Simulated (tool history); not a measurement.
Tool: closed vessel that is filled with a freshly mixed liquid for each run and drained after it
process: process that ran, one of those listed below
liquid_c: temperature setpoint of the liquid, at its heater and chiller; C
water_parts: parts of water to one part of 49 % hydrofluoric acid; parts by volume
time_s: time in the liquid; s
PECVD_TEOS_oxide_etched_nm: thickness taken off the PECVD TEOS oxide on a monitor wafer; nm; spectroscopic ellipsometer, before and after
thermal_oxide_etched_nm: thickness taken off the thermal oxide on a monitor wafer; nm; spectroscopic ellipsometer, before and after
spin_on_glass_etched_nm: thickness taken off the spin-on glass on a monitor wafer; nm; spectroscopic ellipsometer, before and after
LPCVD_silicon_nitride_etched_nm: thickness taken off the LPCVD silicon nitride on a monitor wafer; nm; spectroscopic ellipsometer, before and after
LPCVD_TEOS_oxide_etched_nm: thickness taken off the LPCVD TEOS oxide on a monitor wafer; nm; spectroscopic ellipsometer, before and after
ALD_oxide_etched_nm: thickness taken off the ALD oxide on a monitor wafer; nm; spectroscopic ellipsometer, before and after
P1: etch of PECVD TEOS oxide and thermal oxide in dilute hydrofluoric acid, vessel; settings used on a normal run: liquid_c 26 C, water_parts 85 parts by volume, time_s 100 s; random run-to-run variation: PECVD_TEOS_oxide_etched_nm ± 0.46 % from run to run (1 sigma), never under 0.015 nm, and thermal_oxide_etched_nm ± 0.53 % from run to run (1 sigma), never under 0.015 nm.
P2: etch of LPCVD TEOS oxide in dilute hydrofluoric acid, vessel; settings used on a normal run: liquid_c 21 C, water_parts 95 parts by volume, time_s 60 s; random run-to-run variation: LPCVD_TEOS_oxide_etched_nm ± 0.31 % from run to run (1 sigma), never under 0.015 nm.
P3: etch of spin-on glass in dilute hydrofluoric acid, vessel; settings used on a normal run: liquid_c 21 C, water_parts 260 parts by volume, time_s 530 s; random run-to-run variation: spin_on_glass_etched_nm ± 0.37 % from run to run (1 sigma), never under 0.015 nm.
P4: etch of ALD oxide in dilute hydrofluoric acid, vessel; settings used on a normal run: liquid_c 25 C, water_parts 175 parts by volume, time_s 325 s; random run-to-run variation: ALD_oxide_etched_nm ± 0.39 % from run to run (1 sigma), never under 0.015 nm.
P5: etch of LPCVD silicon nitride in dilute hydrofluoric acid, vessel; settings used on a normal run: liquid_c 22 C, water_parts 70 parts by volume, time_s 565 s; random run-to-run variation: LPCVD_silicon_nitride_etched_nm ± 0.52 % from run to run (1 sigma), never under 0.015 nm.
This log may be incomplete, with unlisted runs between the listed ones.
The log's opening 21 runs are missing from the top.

run,hour,process,liquid_c,water_parts,time_s,hours since the thermometer was replaced,hours since the hydrofluoric acid flow meter was replaced,PECVD_TEOS_oxide_etched_nm,thermal_oxide_etched_nm,spin_on_glass_etched_nm,LPCVD_silicon_nitride_etched_nm,LPCVD_TEOS_oxide_etched_nm,ALD_oxide_etched_nm
22,170,P2,21,95,60,377.5,1953.2,,,,,9.218,
23,175,P5,22,70,920,382.5,1958.2,,,,6.5747,,
24,180,P1,26,85,100,387.5,1963.2,18.801,6.3222,,,,
25,185.3,P1,19.5,85,100,392.8,1968.5,14.393,4.9544,,,,
26,193.4,P1,30,85,100,400.9,1976.6,22.103,7.4567,,,,
27,202.7,P4,25,175,495,410.2,1985.9,,,,,,63.037
28,208.5,P4,17,175,325,416,1991.7,,,,,,30.617
29,213.2,P4,25,175,325,420.7,1996.4,,,,,,41.33
30,220.9,P3,21,260,285,428.4,2004.1,,,17.171,,,
31,229.3,P5,22,30,565,436.8,2012.5,,,,9.3039,,
32,239.9,P1,26,85,100,447.4,2023.1,18.717,6.418,,,,
33,248.6,P1,26,85,100,456.1,2031.8,18.056,6.1661,,,,
34,256.6,P1,26,85,100,464.1,2039.8,17.624,6.0146,,,,
35,266,P1,26,85,100,473.5,2049.2,17.541,5.9335,,,,
36,272.6,P1,26,85,100,480.1,2055.8,17.366,5.9396,,,,
37,279.9,P1,26,85,100,487.4,2063.1,17.394,5.9045,,,,
38,286.6,P1,26,85,100,494.1,2069.8,17.343,5.8969,,,,
39,294,P1,26,85,100,501.5,2077.2,17.242,5.8302,,,,

For run 40, what comes out?
40,298.8,P1,26,85,100,506.3,2082,?,?,,,,

PECVD_TEOS_oxide_etched_nm: 17.269 nm
thermal_oxide_etched_nm: 5.9355 nm
